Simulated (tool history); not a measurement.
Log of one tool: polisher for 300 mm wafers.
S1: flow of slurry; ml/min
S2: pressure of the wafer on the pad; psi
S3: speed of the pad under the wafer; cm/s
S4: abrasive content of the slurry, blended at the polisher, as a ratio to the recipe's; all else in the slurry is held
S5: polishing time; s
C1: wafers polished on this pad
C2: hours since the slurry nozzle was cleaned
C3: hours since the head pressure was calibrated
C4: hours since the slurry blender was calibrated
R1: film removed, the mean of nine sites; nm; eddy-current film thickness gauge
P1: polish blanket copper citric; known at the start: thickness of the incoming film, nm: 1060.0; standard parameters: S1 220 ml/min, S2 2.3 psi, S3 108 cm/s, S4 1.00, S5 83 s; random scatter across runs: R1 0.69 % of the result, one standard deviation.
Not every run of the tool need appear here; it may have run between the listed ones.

run   hour   S1   S2   S3    S4   S5    C1     C2     C3     C4       R1
  1    5.9  220  2.3  108  1.00   83   811  146.6  286.5   58.5  146.860
  2    9.6  220  2.3  108  1.00   83   849  150.3  290.2   62.2  146.000
  3   15.7  130  2.3  108  1.00   83   912  156.4  296.3   68.3  135.870
  4   21.0  310  2.3  108  1.00  118   966  161.7  301.6   73.6  216.950
  5   27.4  220  2.3  142  1.00   83  1032  168.1  308.0   80.0  192.730
  6   33.5  220  2.3  108  1.00   83  1094  174.2  314.1   86.1  148.380
  7   38.7  220  2.3  108  1.00   83  1147  179.4  319.3   91.3  149.850
  8   43.6  220  2.3  108  1.50   83  1198  184.3  324.2   96.2  161.510
  9   48.8  325  2.3  108  1.00   83  1251  189.5  329.4  101.4  151.020
 10   52.6  220  2.3  108  1.00   45  1290  193.3  333.2  105.2   79.420
 11   57.2  145  1.6  108  1.00   83  1337  197.9  337.8  109.8   96.735
 12   62.1  220  2.3   50  1.00   83  1387  202.8  342.7  114.7   69.756
 13   68.7  220  2.3  108  1.00   83  1455  209.4  349.3  121.3  145.780
 14   75.2  220  2.3  108  0.75   83  1522  215.9  355.8  127.8  139.730
      77.2  -- worn pad replaced by a new one
 15   80.3  220  1.1  108  1.00   83    32  221.0  360.9  132.9   73.074
 16   83.7  220  2.3  108  1.40   43    66  224.4  364.3  136.3   81.405
 17   90.0  220  2.3  108  1.00   83   131  230.7  370.6  142.6  147.370
 18   96.6  220  3.0  108  1.00   83   199  237.3  377.2  149.2  192.240
 19  100.8  220  2.3  108  1.00  128   242  241.5  381.4  153.4  230.330
 20  104.0  220  2.3  108  1.00   83   275  244.7  384.6  156.6  147.180
 21  107.4  220  2.3  108  1.00   83   309  248.1  388.0  160.0  144.480
 22  113.6  220  2.3  108  1.00   83   373  254.3  394.2  166.2  144.760
 23  118.2  220  2.3  108  1.00   83   420  258.9  398.8  170.8  141.940
     122.0  -- head pressure recalibrated
 24  123.7  220  2.3  108  1.00   83   477  264.4    1.8  176.3  139.390
 25  130.4  220  2.3  108  1.00   83   545  271.1    8.5  183.0  141.100
 26  134.9  220  2.3  108  1.00   83   591  275.6   13.0  187.5  139.360
     137.6  -- worn pad replaced by a new one
 27  138.9  220  2.3  108  1.00   83    13  279.6   17.0  191.5  140.140
 28  143.6  220  2.3  108  1.00   83    61  284.3   21.7  196.2  136.870
 29  147.9  220  2.3  108  1.00   83   106  288.6   26.0  200.5  138.040
 30  151.6  220  2.3  108  1.00   83   144  292.3   29.7  204.2  139.300

Compared with where it was, what P1 gives has crept away. Each cause listed below fits the log as well as the rest, at the size given for it:
A: slurry flow missing at the pad, % = 33.3
B: abrasive missing from the slurry, % = 24.5
The process output started creeping at around hour 104.0.
Each remaining cause and why it is not a fit:
removal rate lost through wear of the pad, %: maintenance at hour 137.6, after the shift began, did not return the process to its former output
head's pressure below its setpoint, %: maintenance at hour 122.0, after the shift began, did not return the process to its former output

You are offered 4 check runs, listed below with question marks in place of their results; each one averages 2 wafers. Which run separates the listed causes by giving clearly different results for each?
check 1  155.3  130  2.3  108  1.00  83                   ?
check 2  155.3  220  2.3   72  1.00  83                   ?
check 3  155.3  220  1.3  108  1.00  83                   ?
check 4  155.3  220  1.2   64  1.00  83                   ?

Predicted outcomes, by check and by cause:
  check  result     if A     if B
check 1      R1  123.600  128.160
check 2      R1   94.045   94.032
check 3      R1   80.345   80.334
check 4      R1   45.771   45.764
Per check, the gap between the least separated pair of causes, taken in the result that splits them most: check 1 3.62 %; check 2 0.01 %; check 3 0.01 %; check 4 0.01 %
Only check 1 tells the causes apart: in the others they would give nearly the same result.

Check 1 was then run and gave: R1 128.450 nm. Which cause is it?

The correct cause is B, namely: abrasive missing from the slurry, %.

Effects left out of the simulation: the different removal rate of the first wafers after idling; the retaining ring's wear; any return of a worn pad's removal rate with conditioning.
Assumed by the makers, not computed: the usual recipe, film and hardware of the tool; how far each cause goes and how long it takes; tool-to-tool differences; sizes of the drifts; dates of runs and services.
